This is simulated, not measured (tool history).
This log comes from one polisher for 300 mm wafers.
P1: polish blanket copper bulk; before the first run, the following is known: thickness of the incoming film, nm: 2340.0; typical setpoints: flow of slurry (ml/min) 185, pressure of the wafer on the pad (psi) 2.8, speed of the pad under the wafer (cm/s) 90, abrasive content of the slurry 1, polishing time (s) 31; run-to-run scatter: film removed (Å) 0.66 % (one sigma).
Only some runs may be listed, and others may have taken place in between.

| run | hour | flow of slurry (ml/min) | pressure of the wafer on the pad (psi) | speed of the pad under the wafer (cm/s) | abrasive content of the slurry | polishing time (s) | film removed (Å) |
|---|---|---|---|---|---|---|---|
| 1 | 4.4 | 185 | 2.8 | 90 | 1 | 31 | 2376.6 |
| 2 | 7.9 | 185 | 2.8 | 90 | 1 | 19 | 1457.2 |
| 3 | 11.1 | 185 | 2.8 | 90 | 1 | 31 | 2386.7 |
| 4 | 16.2 | 185 | 2.8 | 90 | 1 | 31 | 2380 |
| 5 | 19.9 | 185 | 1.4 | 136 | 1 | 31 | 1794 |
| 6 | 23.8 | 185 | 2.8 | 90 | 0.6 | 31 | 2171.6 |
| 7 | 27 | 185 | 2.8 | 90 | 1.4 | 31 | 2534.8 |
| 8 | 29.9 | 185 | 2.8 | 90 | 1 | 31 | 2411.5 |
| 9 | 33.6 | 185 | 3.7 | 54 | 1 | 31 | 1901.5 |
| 10 | 36.8 | 185 | 1.6 | 90 | 1 | 31 | 1366.9 |
| 11 | 39.3 | 110 | 2.8 | 90 | 1 | 31 | 2147.1 |
| 12 | 42.3 | 185 | 2.8 | 90 | 1 | 31 | 2373 |
| 13 | 46.8 | 185 | 4.1 | 90 | 1 | 31 | 3524 |
| 14 | 50.7 | 280 | 2.8 | 90 | 1 | 31 | 2474.8 |
| 15 | 53.1 | 185 | 2.8 | 42 | 1 | 31 | 1100 |
| 16 | 57.8 | 185 | 2.8 | 134 | 1 | 31 | 3512.2 |
|  | 60.6 | slurry blender recalibrated |
| 17 | 60.8 | 185 | 2.8 | 90 | 1 | 48 | 3653.1 |
| 18 | 63.6 | 265 | 2.8 | 60 | 1 | 31 | 1667.5 |
| 19 | 67.9 | 185 | 2.8 | 90 | 1 | 31 | 2395.1 |
| 20 | 71.4 | 185 | 2.8 | 90 | 1 | 31 | 2331.2 |
| 21 | 76.2 | 185 | 2.8 | 90 | 1 | 31 | 2280.6 |
| 22 | 79 | 185 | 2.8 | 90 | 1 | 31 | 2271.6 |
|  | 79.6 | head pressure recalibrated |
|  | 80.9 | slurry blender recalibrated |
| 23 | 81.3 | 185 | 2.8 | 90 | 1 | 31 | 2271.1 |
| 24 | 83.6 | 185 | 2.8 | 90 | 1 | 31 | 2233.3 |
| 25 | 88 | 185 | 2.8 | 90 | 1 | 31 | 2219.6 |
| 26 | 93.1 | 185 | 2.8 | 90 | 1 | 31 | 2207.3 |
| 27 | 96.5 | 185 | 2.8 | 90 | 1 | 31 | 2181.1 |

Run 28 comes next. What will it give?
| 28 | 99.3 | 185 | 2.8 | 90 | 1 | 31 | ? |

film removed (Å): 2208.6
